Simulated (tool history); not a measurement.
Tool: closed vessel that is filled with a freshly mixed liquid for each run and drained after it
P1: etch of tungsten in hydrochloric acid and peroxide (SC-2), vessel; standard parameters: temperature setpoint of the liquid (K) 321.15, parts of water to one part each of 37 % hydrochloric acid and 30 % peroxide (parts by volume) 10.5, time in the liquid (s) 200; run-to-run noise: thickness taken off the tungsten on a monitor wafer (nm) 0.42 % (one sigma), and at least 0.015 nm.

| run | day | temperature setpoint of the liquid (K) | parts of water to one part each of 37 % hydrochloric acid and 30 % peroxide (parts by volume) | time in the liquid (s) | thickness taken off the tungsten on a monitor wafer (nm) |
|---|---|---|---|---|---|
| 1 | 0.775 | 321.15 | 10.5 | 200 | 19.1270 |
| 2 | 1.333 | 321.15 | 10.5 | 200 | 19.0060 |
| 3 | 1.812 | 313.65 | 7.0 | 200 | 15.7050 |
| 4 | 2.542 | 321.15 | 10.5 | 200 | 18.9310 |
|  | 2.796 | chemicals flow meter replaced |
| 5 | 3.175 | 321.15 | 4.0 | 200 | 39.7420 |
| 6 | 3.654 | 321.15 | 10.5 | 200 | 18.9750 |
| 7 | 4.338 | 321.15 | 10.5 | 200 | 19.0560 |
| 8 | 4.988 | 308.15 | 10.5 | 200 | 7.6327 |
| 9 | 5.488 | 321.15 | 10.5 | 340 | 32.4280 |
| 10 | 6.054 | 332.65 | 10.5 | 200 | 39.8090 |
| 11 | 6.683 | 321.15 | 10.5 | 200 | 18.9970 |
| 12 | 7.371 | 321.15 | 10.5 | 30 | 2.8485 |
| 13 | 7.958 | 321.15 | 18.0 | 200 | 11.8750 |
| 14 | 8.317 | 328.15 | 15.0 | 200 | 22.2710 |
| 15 | 8.867 | 321.15 | 10.5 | 200 | 19.0340 |
| 16 | 9.367 | 321.15 | 10.5 | 200 | 19.5390 |
| 17 | 9.983 | 321.15 | 10.5 | 200 | 20.0170 |
| 18 | 10.621 | 321.15 | 10.5 | 200 | 20.0960 |
| 19 | 11.300 | 321.15 | 10.5 | 200 | 20.4640 |
| 20 | 11.783 | 321.15 | 10.5 | 200 | 20.4190 |
| 21 | 12.592 | 321.15 | 10.5 | 200 | 20.5660 |
| 22 | 13.288 | 321.15 | 10.5 | 200 | 20.4570 |
| 23 | 13.804 | 321.15 | 10.5 | 200 | 20.5690 |
| 24 | 14.533 | 321.15 | 10.5 | 200 | 20.7110 |
| 25 | 14.912 | 321.15 | 10.5 | 200 | 20.6050 |

Compared with where it was, what P1 gives has crept away. Each cause listed below fits the log as well as the rest, at the size given for it:
A: chemicals flow above the setpoint (%) = 10.8
B: liquid hotter than its thermometer reads (K) = 1.28
Onset of the creep was near day 8.867.
Other possible causes, and why each is ruled out:
peroxide weaker than its label (%): capped at 8; at that size thickness taken off the tungsten on a monitor wafer (nm) would change by -7.4 %, too little to explain the creep or opposite to it

4 check runs are offered, each on 2 wafers whose results are averaged, their results left as question marks. Which one tells the causes apart?
| check 1 | 15.292 | 321.15 | 17.0 | 30 | ? |
| check 2 | 15.292 | 321.15 | 17.5 | 30 | ? |
| check 3 | 15.292 | 321.15 | 14.5 | 270 | ? |
| check 4 | 15.292 | 308.15 | 4.0 | 200 | ? |

Outcome of each check run for each possible cause:
| check | result | if A | if B |
|---|---|---|---|
| check 1 | thickness taken off the tungsten on a monitor wafer (nm) | 2.0542 | 2.0436 |
| check 2 | thickness taken off the tungsten on a monitor wafer (nm) | 2.0022 | 1.9912 |
| check 3 | thickness taken off the tungsten on a monitor wafer (nm) | 21.2530 | 21.1790 |
| check 4 | thickness taken off the tungsten on a monitor wafer (nm) | 16.9630 | 17.4140 |
Minimum pairwise separation of causes per check, each pair taken at its best-separating result: check 1 0.52 %; check 2 0.55 %; check 3 0.35 %; check 4 2.63 %
The causes can be told apart only by check 4. The other checks would give nearly the same results under each of them.

Running check 4 produced the following: thickness taken off the tungsten on a monitor wafer (nm) 16.9550. Which one of the listed causes fits?

The cause is A: chemicals flow above the setpoint (%).
